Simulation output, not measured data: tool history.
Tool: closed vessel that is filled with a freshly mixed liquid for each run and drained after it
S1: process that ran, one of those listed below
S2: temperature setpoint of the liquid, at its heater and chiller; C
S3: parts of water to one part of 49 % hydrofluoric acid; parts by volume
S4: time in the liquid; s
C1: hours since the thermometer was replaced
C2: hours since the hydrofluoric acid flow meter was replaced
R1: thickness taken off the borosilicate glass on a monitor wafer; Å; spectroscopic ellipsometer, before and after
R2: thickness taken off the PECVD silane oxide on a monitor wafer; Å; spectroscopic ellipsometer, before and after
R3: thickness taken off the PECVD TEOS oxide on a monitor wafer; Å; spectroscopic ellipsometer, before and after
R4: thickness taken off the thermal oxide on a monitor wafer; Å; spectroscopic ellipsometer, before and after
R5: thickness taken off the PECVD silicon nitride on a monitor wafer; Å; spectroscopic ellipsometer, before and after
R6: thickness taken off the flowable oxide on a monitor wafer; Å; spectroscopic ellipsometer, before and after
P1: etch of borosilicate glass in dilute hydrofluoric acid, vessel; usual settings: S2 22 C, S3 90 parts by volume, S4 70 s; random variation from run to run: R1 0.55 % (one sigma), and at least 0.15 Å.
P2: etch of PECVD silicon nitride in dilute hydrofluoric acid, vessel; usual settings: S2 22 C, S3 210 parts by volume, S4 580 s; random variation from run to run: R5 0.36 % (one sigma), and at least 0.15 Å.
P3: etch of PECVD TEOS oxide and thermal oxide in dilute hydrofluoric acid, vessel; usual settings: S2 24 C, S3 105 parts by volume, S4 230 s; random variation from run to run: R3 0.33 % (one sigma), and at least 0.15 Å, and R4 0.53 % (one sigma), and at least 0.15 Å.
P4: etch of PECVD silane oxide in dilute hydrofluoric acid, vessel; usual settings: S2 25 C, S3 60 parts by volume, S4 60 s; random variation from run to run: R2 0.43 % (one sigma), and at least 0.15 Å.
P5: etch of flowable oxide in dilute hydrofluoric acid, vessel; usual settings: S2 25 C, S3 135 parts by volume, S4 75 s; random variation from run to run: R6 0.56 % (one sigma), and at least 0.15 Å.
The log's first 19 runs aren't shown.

{"run": 20, "hour": 224.7, "S1": "P1", "S2": 22, "S3": 20, "S4": 70, "C1": 1400.1, "C2": 705.3, "R1": 1351.3}
{"run": 21, "hour": 241.0, "S1": "P5", "S2": 17, "S3": 135, "S4": 75, "C1": 1416.4, "C2": 721.6, "R6": 152.63}
{"run": 22, "hour": 253.5, "S1": "P4", "S2": 25, "S3": 20, "S4": 60, "C1": 1428.9, "C2": 734.1, "R2": 1256}
{"run": 23, "hour": 269.0, "S1": "P1", "S2": 18.5, "S3": 90, "S4": 70, "C1": 1444.4, "C2": 749.6, "R1": 235.64}
{"run": 24, "hour": 276.5, "S1": "P4", "S2": 25, "S3": 60, "S4": 95, "C1": 1451.9, "C2": 757.1, "R2": 627.64}
{"run": 25, "hour": 290.8, "S1": "P2", "S2": 22, "S3": 210, "S4": 35, "C1": 1466.2, "C2": 771.4, "R5": 4.4692}
{"hour": 298.8, "done": "thermometer replaced"}
{"run": 26, "hour": 307.1, "S1": "P1", "S2": 22, "S3": 90, "S4": 70, "C1": 8.3, "C2": 787.7, "R1": 277.57}
{"run": 27, "hour": 316.7, "S1": "P1", "S2": 22, "S3": 90, "S4": 70, "C1": 17.9, "C2": 797.3, "R1": 275.15}
{"run": 28, "hour": 328.6, "S1": "P2", "S2": 22, "S3": 210, "S4": 580, "C1": 29.8, "C2": 809.2, "R5": 74.344}
{"run": 29, "hour": 339.3, "S1": "P5", "S2": 25, "S3": 250, "S4": 75, "C1": 40.5, "C2": 819.9, "R6": 99.071}
{"run": 30, "hour": 347.5, "S1": "P1", "S2": 22, "S3": 90, "S4": 70, "C1": 48.7, "C2": 828.1, "R1": 274.57}
{"run": 31, "hour": 358.8, "S1": "P1", "S2": 22, "S3": 90, "S4": 70, "C1": 60, "C2": 839.4, "R1": 284.69}
{"run": 32, "hour": 373.2, "S1": "P1", "S2": 22, "S3": 90, "S4": 70, "C1": 74.4, "C2": 853.8, "R1": 290.47}
{"run": 33, "hour": 387.5, "S1": "P1", "S2": 22, "S3": 90, "S4": 70, "C1": 88.7, "C2": 868.1, "R1": 289.82}
{"run": 34, "hour": 402.5, "S1": "P1", "S2": 22, "S3": 90, "S4": 70, "C1": 103.7, "C2": 883.1, "R1": 292.33}
{"run": 35, "hour": 418.8, "S1": "P1", "S2": 22, "S3": 90, "S4": 70, "C1": 120, "C2": 899.4, "R1": 297.69}

Forecast run 36:
{"run": 36, "hour": 428.6, "S1": "P1", "S2": 22, "S3": 90, "S4": 70, "C1": 129.8, "C2": 909.2, "R1": "?"}

R1: 299.06 Å

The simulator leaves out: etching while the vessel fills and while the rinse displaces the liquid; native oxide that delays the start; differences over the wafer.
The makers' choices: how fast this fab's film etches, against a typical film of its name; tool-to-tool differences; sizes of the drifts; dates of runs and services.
